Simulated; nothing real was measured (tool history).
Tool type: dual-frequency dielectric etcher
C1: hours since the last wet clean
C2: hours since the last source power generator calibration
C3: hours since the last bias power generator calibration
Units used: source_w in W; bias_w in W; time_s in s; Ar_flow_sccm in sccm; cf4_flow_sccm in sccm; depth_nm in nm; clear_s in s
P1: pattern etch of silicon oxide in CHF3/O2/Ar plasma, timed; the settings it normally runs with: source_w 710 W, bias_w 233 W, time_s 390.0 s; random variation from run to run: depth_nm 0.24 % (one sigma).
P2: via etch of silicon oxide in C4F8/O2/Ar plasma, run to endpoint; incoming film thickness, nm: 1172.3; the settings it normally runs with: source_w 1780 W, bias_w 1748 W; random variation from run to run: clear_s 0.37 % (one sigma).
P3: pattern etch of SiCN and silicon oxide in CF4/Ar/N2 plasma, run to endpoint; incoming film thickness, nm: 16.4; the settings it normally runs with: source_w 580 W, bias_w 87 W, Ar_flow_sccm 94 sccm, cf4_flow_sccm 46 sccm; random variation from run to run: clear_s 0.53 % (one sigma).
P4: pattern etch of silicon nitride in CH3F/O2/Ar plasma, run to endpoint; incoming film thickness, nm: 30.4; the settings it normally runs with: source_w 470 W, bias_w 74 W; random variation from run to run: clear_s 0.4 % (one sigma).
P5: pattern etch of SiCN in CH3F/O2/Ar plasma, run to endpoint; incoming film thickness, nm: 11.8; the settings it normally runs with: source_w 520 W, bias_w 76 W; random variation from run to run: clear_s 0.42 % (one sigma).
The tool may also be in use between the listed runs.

{"run": 1, "day": 0.296, "process": "P1", "source_w": 710, "bias_w": 233, "time_s": 390.0, "C1": 356.6, "C2": 764.8, "C3": 877.6, "depth_nm": 905.7}
{"run": 2, "day": 0.496, "process": "P1", "source_w": 710, "bias_w": 233, "time_s": 390.0, "C1": 361.4, "C2": 769.6, "C3": 882.4, "depth_nm": 901.59}
{"run": 3, "day": 0.712, "process": "P4", "source_w": 280, "bias_w": 74, "C1": 366.6, "C2": 774.8, "C3": 887.6, "clear_s": 49.835}
{"run": 4, "day": 0.883, "process": "P1", "source_w": 710, "bias_w": 233, "time_s": 390.0, "C1": 370.7, "C2": 778.9, "C3": 891.7, "depth_nm": 904.63}
{"run": 5, "day": 1.067, "process": "P2", "source_w": 1780, "bias_w": 2215, "C1": 375.1, "C2": 783.3, "C3": 896.1, "clear_s": 233.69}
{"run": 6, "day": 1.329, "process": "P5", "source_w": 520, "bias_w": 50, "C1": 381.4, "C2": 789.6, "C3": 902.4, "clear_s": 32.113}
{"run": 7, "day": 1.567, "process": "P3", "source_w": 370, "bias_w": 87, "Ar_flow_sccm": 94, "cf4_flow_sccm": 46, "C1": 387.1, "C2": 795.3, "C3": 908.1, "clear_s": 22.072}
{"run": 8, "day": 1.908, "process": "P3", "source_w": 580, "bias_w": 87, "Ar_flow_sccm": 94, "cf4_flow_sccm": 34, "C1": 395.3, "C2": 803.5, "C3": 916.3, "clear_s": 15.695}
{"run": 9, "day": 2.067, "process": "P1", "source_w": 890, "bias_w": 233, "time_s": 390.0, "C1": 399.1, "C2": 807.3, "C3": 920.1, "depth_nm": 976.77}
{"run": 10, "day": 2.325, "process": "P5", "source_w": 520, "bias_w": 76, "C1": 405.3, "C2": 813.5, "C3": 926.3, "clear_s": 27.709}
{"run": 11, "day": 2.596, "process": "P4", "source_w": 470, "bias_w": 74, "C1": 411.8, "C2": 820.0, "C3": 932.8, "clear_s": 41.041}
{"run": 12, "day": 2.871, "process": "P1", "source_w": 710, "bias_w": 326, "time_s": 390.0, "C1": 418.4, "C2": 826.6, "C3": 939.4, "depth_nm": 1021.3}
{"run": 13, "day": 3.183, "process": "P3", "source_w": 580, "bias_w": 87, "Ar_flow_sccm": 125, "cf4_flow_sccm": 46, "C1": 425.9, "C2": 834.1, "C3": 946.9, "clear_s": 15.578}
{"run": 14, "day": 3.529, "process": "P3", "source_w": 580, "bias_w": 87, "Ar_flow_sccm": 94, "cf4_flow_sccm": 46, "C1": 434.2, "C2": 842.4, "C3": 955.2, "clear_s": 14.898}
{"day": 3.846, "done": "source power generator calibrated"}
{"run": 15, "day": 3.888, "process": "P3", "source_w": 580, "bias_w": 87, "Ar_flow_sccm": 94, "cf4_flow_sccm": 46, "C1": 442.8, "C2": 1.1, "C3": 963.8, "clear_s": 15.001}
{"run": 16, "day": 4.162, "process": "P1", "source_w": 710, "bias_w": 233, "time_s": 574.0, "C1": 449.4, "C2": 7.7, "C3": 970.4, "depth_nm": 1333.2}
{"run": 17, "day": 4.479, "process": "P4", "source_w": 470, "bias_w": 103, "C1": 457.0, "C2": 15.3, "C3": 978.0, "clear_s": 36.425}
{"run": 18, "day": 4.733, "process": "P1", "source_w": 710, "bias_w": 233, "time_s": 390.0, "C1": 463.1, "C2": 21.4, "C3": 984.1, "depth_nm": 904.96}
{"run": 19, "day": 4.983, "process": "P5", "source_w": 390, "bias_w": 76, "C1": 469.1, "C2": 27.4, "C3": 990.1, "clear_s": 31.036}
{"run": 20, "day": 5.171, "process": "P3", "source_w": 580, "bias_w": 60, "Ar_flow_sccm": 94, "cf4_flow_sccm": 46, "C1": 473.6, "C2": 31.9, "C3": 994.6, "clear_s": 17.05}
{"run": 21, "day": 5.367, "process": "P1", "source_w": 980, "bias_w": 167, "time_s": 390.0, "C1": 478.3, "C2": 36.6, "C3": 999.3, "depth_nm": 916.26}
{"run": 22, "day": 5.633, "process": "P1", "source_w": 420, "bias_w": 233, "time_s": 390.0, "C1": 484.7, "C2": 43.0, "C3": 1005.7, "depth_nm": 742.21}
{"run": 23, "day": 5.796, "process": "P2", "source_w": 1780, "bias_w": 1748, "C1": 488.6, "C2": 46.9, "C3": 1009.6, "clear_s": 250.06}
{"day": 5.962, "done": "bias power generator calibrated"}
{"run": 24, "day": 6.054, "process": "P1", "source_w": 710, "bias_w": 159, "time_s": 390.0, "C1": 494.8, "C2": 53.1, "C3": 2.3, "depth_nm": 793.17}
{"run": 25, "day": 6.367, "process": "P1", "source_w": 710, "bias_w": 233, "time_s": 390.0, "C1": 502.3, "C2": 60.6, "C3": 9.8, "depth_nm": 897.83}
{"run": 26, "day": 6.658, "process": "P1", "source_w": 710, "bias_w": 233, "time_s": 294.5, "C1": 509.3, "C2": 67.6, "C3": 16.8, "depth_nm": 683.62}
{"run": 27, "day": 6.929, "process": "P2", "source_w": 2450, "bias_w": 1748, "C1": 515.8, "C2": 74.1, "C3": 23.3, "clear_s": 219.66}
{"run": 28, "day": 7.188, "process": "P1", "source_w": 710, "bias_w": 233, "time_s": 390.0, "C1": 522.0, "C2": 80.3, "C3": 29.5, "depth_nm": 905.61}
{"run": 29, "day": 7.542, "process": "P1", "source_w": 710, "bias_w": 233, "time_s": 390.0, "C1": 530.5, "C2": 88.8, "C3": 38.0, "depth_nm": 894.24}
{"run": 30, "day": 7.825, "process": "P1", "source_w": 710, "bias_w": 233, "time_s": 390.0, "C1": 537.3, "C2": 95.6, "C3": 44.8, "depth_nm": 891.26}
{"day": 8.121, "done": "wet clean of the chamber"}
{"run": 31, "day": 8.133, "process": "P1", "source_w": 710, "bias_w": 233, "time_s": 390.0, "C1": 0.3, "C2": 103.0, "C3": 52.2, "depth_nm": 888.21}
{"run": 32, "day": 8.308, "process": "P1", "source_w": 710, "bias_w": 233, "time_s": 390.0, "C1": 4.5, "C2": 107.2, "C3": 56.4, "depth_nm": 892.59}
{"run": 33, "day": 8.542, "process": "P1", "source_w": 710, "bias_w": 233, "time_s": 390.0, "C1": 10.1, "C2": 112.8, "C3": 62.0, "depth_nm": 891.26}
{"run": 34, "day": 8.783, "process": "P1", "source_w": 710, "bias_w": 233, "time_s": 390.0, "C1": 15.9, "C2": 118.6, "C3": 67.8, "depth_nm": 889.74}

Something has made what P1 gives creep away from where it was; the 2 causes below, each at its own stated size, fit the log equally well:
A: bias power that arrives under what is set, % = 4.34
B: source power that arrives under what is set, % = 4
Onset of the creep was near day 7.188.
Every other cause this tool's parts could produce, and why it does not fit the log:
chamber walls in a state that lowers the etch rate, %: its service at day 8.121 followed the start of the drift and did not put the process back to its old value

Which of the check runs below tells the causes apart, meaning the causes would give it clearly different results? Each run uses 5 wafers whose results are averaged, and each result is shown as a question mark.
{"run": "check 1", "day": 9.025, "process": "P5", "source_w": 520, "bias_w": 59, "clear_s": "?"}
{"run": "check 2", "day": 9.025, "process": "P4", "source_w": 340, "bias_w": 99, "clear_s": "?"}
{"run": "check 3", "day": 9.025, "process": "P3", "source_w": 580, "bias_w": 70, "Ar_flow_sccm": 94, "cf4_flow_sccm": 46, "clear_s": "?"}
{"run": "check 4", "day": 9.025, "process": "P2", "source_w": 1780, "bias_w": 1998, "clear_s": "?"}

What each check would give under each cause:
check=check_1 result=clear_s if_A=30.795 if_B=30.828
check=check_2 result=clear_s if_A=42.386 if_B=42.334
check=check_3 result=clear_s if_A=16.354 if_B=16.692
check=check_4 result=clear_s if_A=243.430 if_B=244.290
Per-check spread between the two closest causes, in the result where they differ most: check 1 0.11 %; check 2 0.12 %; check 3 2.05 %; check 4 0.35 %
Only check 3 tells the causes apart: in the others they would give nearly the same result.

Check 3 has now been run. It gave: clear_s 16.337 s. Which of the candidate causes is it?

The correct cause is A, namely: bias power that arrives under what is set, %.
